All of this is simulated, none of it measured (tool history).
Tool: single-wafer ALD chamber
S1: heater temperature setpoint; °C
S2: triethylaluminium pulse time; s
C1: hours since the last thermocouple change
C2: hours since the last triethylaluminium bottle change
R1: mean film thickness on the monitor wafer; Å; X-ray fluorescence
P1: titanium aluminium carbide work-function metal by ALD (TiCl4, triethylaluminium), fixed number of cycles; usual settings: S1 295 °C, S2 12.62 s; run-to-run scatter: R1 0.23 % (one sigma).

run,day,S1,S2,C1,C2,R1
1,0.571,295,12.62,467.4,770,20.146
2,1.033,295,12.62,478.5,781.1,20.092
3,1.533,295,12.62,490.5,793.1,20.218
4,2.092,295,17.92,503.9,806.5,20.342
5,2.712,319,12.62,518.8,821.4,22.363
6,3.171,295,4.34,529.8,832.4,15.867
7,3.538,295,12.62,538.6,841.2,20.251
8,4.038,295,12.62,550.6,853.2,20.146
9,4.321,295,12.62,557.4,860,20.142
10,4.908,271,12.62,571.5,874.1,18.06
11,5.529,307,17.27,586.4,889,21.499
12,5.892,295,12.62,595.1,897.7,20.128
13,6.542,295,12.62,610.7,913.3,20.014
14,6.971,295,12.62,621,923.6,20.129
15,7.304,295,12.62,629,931.6,20.005
16,7.888,295,12.62,643,945.6,19.887
17,8.279,295,12.62,652.4,955,19.897
18,8.775,295,12.62,664.3,966.9,19.895
19,9.175,295,12.62,673.9,976.5,19.963
20,9.562,295,12.62,683.2,985.8,19.878
21,10.062,295,12.62,695.2,997.8,19.97
22,10.654,295,12.62,709.4,1012,19.816
23,11.017,295,12.62,718.1,1020.7,19.932

What P1 gives has crept away from where it was. These 2 causes fit the log equally well, each at the size given:
A: wafer temperature below the value expected at the setpoint (K) = 3.47
B: triethylaluminium dose below that of a fresh bottle (%) = 17.8
The creep began at about day 5.892.

4 check runs are offered, one wafer each, their results left as question marks. Which one tells the causes apart?
check 1,11.379,314,12.62,,,?
check 2,11.379,271,12.62,,,?
check 3,11.379,319,12.62,,,?
check 4,11.379,295,6.52,,,?

What each check would give under each cause:
check,result,if A,if B
check 1,R1,21.571,21.551
check 2,R1,17.758,17.784
check 3,R1,22.023,21.997
check 4,R1,18.001,17.219
How far apart the two closest causes lie, in the result that separates them most: check 1 0.09 %; check 2 0.14 %; check 3 0.12 %; check 4 4.44 %
Check 4 tells the causes apart: in the others they would give nearly the same result.

Then check 4 was run and gave: R1 17.226 Å. Which cause is it?

It is B: triethylaluminium dose below that of a fresh bottle (%).

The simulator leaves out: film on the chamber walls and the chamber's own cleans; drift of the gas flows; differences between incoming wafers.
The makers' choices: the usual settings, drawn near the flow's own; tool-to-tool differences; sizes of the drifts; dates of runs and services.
